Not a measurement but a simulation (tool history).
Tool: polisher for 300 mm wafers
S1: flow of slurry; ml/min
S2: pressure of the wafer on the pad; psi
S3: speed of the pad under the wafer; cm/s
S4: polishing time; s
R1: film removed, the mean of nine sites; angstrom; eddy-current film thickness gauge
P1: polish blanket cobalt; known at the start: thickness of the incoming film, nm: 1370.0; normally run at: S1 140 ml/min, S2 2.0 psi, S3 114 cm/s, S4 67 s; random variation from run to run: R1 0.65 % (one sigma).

run  hour   S1   S2   S3  S4      R1
  1   7.1  140  2.0  114  67  4180.9
     12.3  -- slurry nozzle cleaned
  2  12.7  140  1.0  114  67  2084.3
  3  20.6  185  3.0  114  67  6487.5
  4  25.8   85  2.0  114  67  3708.0
  5  33.8  215  2.0  114  67  4453.6
  6  39.0  140  3.1  114  67  6484.8
  7  46.0  140  2.0  114  90  5593.6
  8  49.9  140  2.0  114  67  4189.1
  9  55.3  140  2.0  114  32  1965.6
 10  62.1  140  2.0  114  67  4180.7
 11  70.3  140  2.0  114  67  4179.3
 12  78.7  140  2.0  174  67  6409.6
 13  84.7  140  2.0   66  67  2423.4

The next listed run, before its measurement:
 14  93.0  140  2.0  114  67   ?

R1: 4144.7 angstrom
